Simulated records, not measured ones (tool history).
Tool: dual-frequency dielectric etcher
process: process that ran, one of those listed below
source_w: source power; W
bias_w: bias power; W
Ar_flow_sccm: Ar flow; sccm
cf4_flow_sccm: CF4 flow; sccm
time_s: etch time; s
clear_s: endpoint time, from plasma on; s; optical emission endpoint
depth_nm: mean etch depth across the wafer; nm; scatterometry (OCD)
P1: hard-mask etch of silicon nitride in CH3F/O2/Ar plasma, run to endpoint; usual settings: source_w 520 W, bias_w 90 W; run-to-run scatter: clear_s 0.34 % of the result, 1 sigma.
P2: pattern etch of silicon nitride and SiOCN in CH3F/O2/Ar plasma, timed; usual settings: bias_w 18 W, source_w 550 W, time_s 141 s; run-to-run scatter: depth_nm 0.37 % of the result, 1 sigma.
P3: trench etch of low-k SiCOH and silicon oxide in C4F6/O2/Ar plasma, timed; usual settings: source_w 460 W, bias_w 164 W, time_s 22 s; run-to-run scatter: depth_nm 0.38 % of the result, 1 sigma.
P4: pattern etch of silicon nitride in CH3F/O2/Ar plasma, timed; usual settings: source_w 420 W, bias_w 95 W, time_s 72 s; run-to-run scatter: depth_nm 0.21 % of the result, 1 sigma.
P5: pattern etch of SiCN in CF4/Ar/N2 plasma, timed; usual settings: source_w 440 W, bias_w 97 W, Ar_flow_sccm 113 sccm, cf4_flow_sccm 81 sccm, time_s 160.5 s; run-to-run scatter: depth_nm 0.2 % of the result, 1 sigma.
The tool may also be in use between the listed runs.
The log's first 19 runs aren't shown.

run,hour,process,source_w,bias_w,Ar_flow_sccm,cf4_flow_sccm,time_s,clear_s,depth_nm
20,126.3,P2,550,13,,,141,,16.995
21,134.1,P1,670,71,,,,38.976,
22,141.8,P5,440,97,113,81,195.5,,185.89
23,147.3,P4,420,95,,,47,,35.784
24,153.4,P1,520,90,,,,39.549,
25,159.9,P3,460,231,,,22,,75.555
26,163.8,P4,420,95,,,72,,54.997
27,169.3,P2,550,18,,,94,,12.961
28,174.7,P1,520,119,,,,35.692,
29,181.7,P2,660,18,,,141,,20.578

Run 30 comes next. What will it give?
30,189.1,P5,440,64,113,81,160.5,,?

{"run 30": {"depth_nm": 131.82}}
